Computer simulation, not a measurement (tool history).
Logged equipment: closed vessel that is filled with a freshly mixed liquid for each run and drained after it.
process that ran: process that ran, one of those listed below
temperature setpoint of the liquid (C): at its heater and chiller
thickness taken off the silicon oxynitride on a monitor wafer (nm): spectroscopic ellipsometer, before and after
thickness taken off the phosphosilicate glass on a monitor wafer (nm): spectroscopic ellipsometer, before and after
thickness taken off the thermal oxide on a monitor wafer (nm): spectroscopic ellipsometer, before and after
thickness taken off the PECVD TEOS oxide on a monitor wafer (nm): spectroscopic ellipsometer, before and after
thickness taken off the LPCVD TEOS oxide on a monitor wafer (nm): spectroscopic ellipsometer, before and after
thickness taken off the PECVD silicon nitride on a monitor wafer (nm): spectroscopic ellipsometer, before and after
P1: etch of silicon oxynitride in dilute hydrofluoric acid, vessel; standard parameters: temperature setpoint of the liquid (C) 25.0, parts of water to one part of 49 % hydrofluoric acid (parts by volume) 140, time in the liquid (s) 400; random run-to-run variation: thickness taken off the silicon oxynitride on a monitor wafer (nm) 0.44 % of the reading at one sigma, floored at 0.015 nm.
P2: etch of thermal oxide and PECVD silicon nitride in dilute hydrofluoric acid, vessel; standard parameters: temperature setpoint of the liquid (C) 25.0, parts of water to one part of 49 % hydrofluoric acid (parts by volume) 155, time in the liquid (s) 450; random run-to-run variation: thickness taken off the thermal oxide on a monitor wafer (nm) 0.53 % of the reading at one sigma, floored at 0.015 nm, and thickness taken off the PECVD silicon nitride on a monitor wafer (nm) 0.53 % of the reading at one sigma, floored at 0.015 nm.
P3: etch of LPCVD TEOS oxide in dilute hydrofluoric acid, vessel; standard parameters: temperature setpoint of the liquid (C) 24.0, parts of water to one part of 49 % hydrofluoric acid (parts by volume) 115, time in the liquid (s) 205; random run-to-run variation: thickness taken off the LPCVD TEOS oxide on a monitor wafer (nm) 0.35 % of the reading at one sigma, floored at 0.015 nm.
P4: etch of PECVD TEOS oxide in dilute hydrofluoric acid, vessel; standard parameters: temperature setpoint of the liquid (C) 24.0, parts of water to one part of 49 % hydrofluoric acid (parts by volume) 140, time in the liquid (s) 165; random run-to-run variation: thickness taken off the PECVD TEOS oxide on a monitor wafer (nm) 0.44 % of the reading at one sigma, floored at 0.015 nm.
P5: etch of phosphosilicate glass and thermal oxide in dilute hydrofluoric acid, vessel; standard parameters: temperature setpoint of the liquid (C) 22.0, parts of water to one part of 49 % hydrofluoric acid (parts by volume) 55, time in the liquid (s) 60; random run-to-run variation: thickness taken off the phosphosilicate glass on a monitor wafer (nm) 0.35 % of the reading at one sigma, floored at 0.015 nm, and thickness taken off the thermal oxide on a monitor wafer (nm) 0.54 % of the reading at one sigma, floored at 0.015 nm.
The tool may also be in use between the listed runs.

run,day,process that ran,temperature setpoint of the liquid (C),parts of water to one part of 49 % hydrofluoric acid (parts by volume),time in the liquid (s),thickness taken off the silicon oxynitride on a monitor wafer (nm),thickness taken off the phosphosilicate glass on a monitor wafer (nm),thickness taken off the thermal oxide on a monitor wafer (nm),thickness taken off the PECVD TEOS oxide on a monitor wafer (nm),thickness taken off the LPCVD TEOS oxide on a monitor wafer (nm),thickness taken off the PECVD silicon nitride on a monitor wafer (nm)
1,0.362,P1,25.0,140,400,7.5549,,,,,
2,0.667,P5,22.0,55,30,,88.747,2.5225,,,
3,0.892,P4,24.0,140,55,,,,4.7999,,
4,1.371,P4,24.0,140,165,,,,14.2420,,
5,1.804,P3,24.0,115,205,,,,,45.3460,
6,2.208,P1,25.0,75,400,14.8930,,,,,
7,2.546,P1,25.0,140,400,7.5327,,,,,
8,2.829,P1,25.0,190,400,5.2848,,,,,
9,3.354,P5,22.0,20,60,,508.230,14.4500,,,
10,3.621,P1,25.0,140,145,2.7106,,,,,
11,3.929,P4,31.5,140,165,,,,18.9050,,
12,4.392,P3,24.0,20,205,,,,,297.3000,
13,4.879,P1,18.0,235,400,3.0584,,,,,
14,5.158,P2,20.5,155,450,,,11.2030,,,5.8588
15,5.421,P2,25.0,280,450,,,6.4012,,,4.2794
16,5.775,P2,25.0,155,885,,,25.7380,,,15.2290
17,6.004,P1,19.5,140,400,5.8151,,,,,
18,6.475,P4,24.0,140,165,,,,14.2460,,
19,6.825,P2,25.0,155,450,,,13.2800,,,7.7763
20,7.100,P3,24.0,115,205,,,,,45.5320,
21,7.508,P1,25.0,140,400,7.4926,,,,,
22,7.804,P1,25.0,140,400,7.5006,,,,,
23,8.204,P1,25.0,140,800,15.0880,,,,,
24,8.712,P2,25.0,155,450,,,13.1160,,,7.7893
25,9.225,P5,22.0,55,60,,176.790,5.0124,,,
26,9.612,P3,24.0,115,30,,,,,6.6729,
27,9.879,P5,22.0,55,60,,175.780,5.0030,,,
28,10.146,P5,30.5,55,60,,248.050,7.1333,,,
29,10.571,P4,24.0,55,165,,,,40.6530,,
30,11.050,P1,25.0,215,95,1.1011,,,,,
31,11.517,P1,25.0,140,400,7.5439,,,,,
32,11.829,P1,31.0,140,400,9.7966,,,,,
33,12.308,P3,17.5,115,205,,,,,34.9340,
34,12.808,P1,25.0,140,400,7.5585,,,,,
35,13.258,P1,25.0,140,400,7.8623,,,,,
36,13.546,P1,25.0,140,400,7.9697,,,,,
37,13.788,P1,25.0,140,400,8.0298,,,,,
38,14.300,P1,25.0,140,400,8.1497,,,,,
39,14.738,P1,25.0,140,400,8.1962,,,,,
40,15.017,P1,25.0,140,400,8.1394,,,,,
41,15.442,P1,25.0,140,400,8.2298,,,,,
42,15.871,P1,25.0,140,400,8.2602,,,,,

P1 no longer gives what it gave before; its output has crept away from where it was. The following 2 causes, each at its listed size, fit the log equally well:
A: hydrofluoric acid flow above the setpoint (%) = 8.4
B: liquid hotter than its thermometer reads (K) = 1.99
At approximately day 12.808, the process output began to creep.

You are offered 4 check runs, listed below with question marks in place of their results; each one averages 2 wafers. Which run separates the listed causes by giving clearly different results for each?
check 1,16.300,P2,25.0,260,450,,,?,,,?
check 2,16.300,P4,24.0,60,165,,,,?,,
check 3,16.300,P3,24.0,25,30,,,,,?,
check 4,16.300,P5,22.0,30,35,,?,?,,,

If the cause were each of the candidates in turn, the checks would give the following:
check,result,if A,if B
check 1,thickness taken off the thermal oxide on a monitor wafer (nm),7.7728,7.5238
check 1,thickness taken off the PECVD silicon nitride on a monitor wafer (nm),5.0331,5.2405
check 2,thickness taken off the PECVD TEOS oxide on a monitor wafer (nm),40.1580,39.9110
check 3,thickness taken off the LPCVD TEOS oxide on a monitor wafer (nm),37.3100,37.2970
check 4,thickness taken off the phosphosilicate glass on a monitor wafer (nm),211.860,211.960
check 4,thickness taken off the thermal oxide on a monitor wafer (nm),6.0400,6.0427
Gap, in per cent, between the two causes that each check separates least, read from the result that separates them most: check 1 4.04 %; check 2 0.62 %; check 3 0.04 %; check 4 0.04 %
Only in check 1 would the causes give clearly different results; in the remaining checks their results would be nearly the same.

Check 1 was then run and gave: thickness taken off the thermal oxide on a monitor wafer (nm) 7.7713; thickness taken off the PECVD silicon nitride on a monitor wafer (nm) 5.0195. Which cause is it?

It is A: hydrofluoric acid flow above the setpoint (%).

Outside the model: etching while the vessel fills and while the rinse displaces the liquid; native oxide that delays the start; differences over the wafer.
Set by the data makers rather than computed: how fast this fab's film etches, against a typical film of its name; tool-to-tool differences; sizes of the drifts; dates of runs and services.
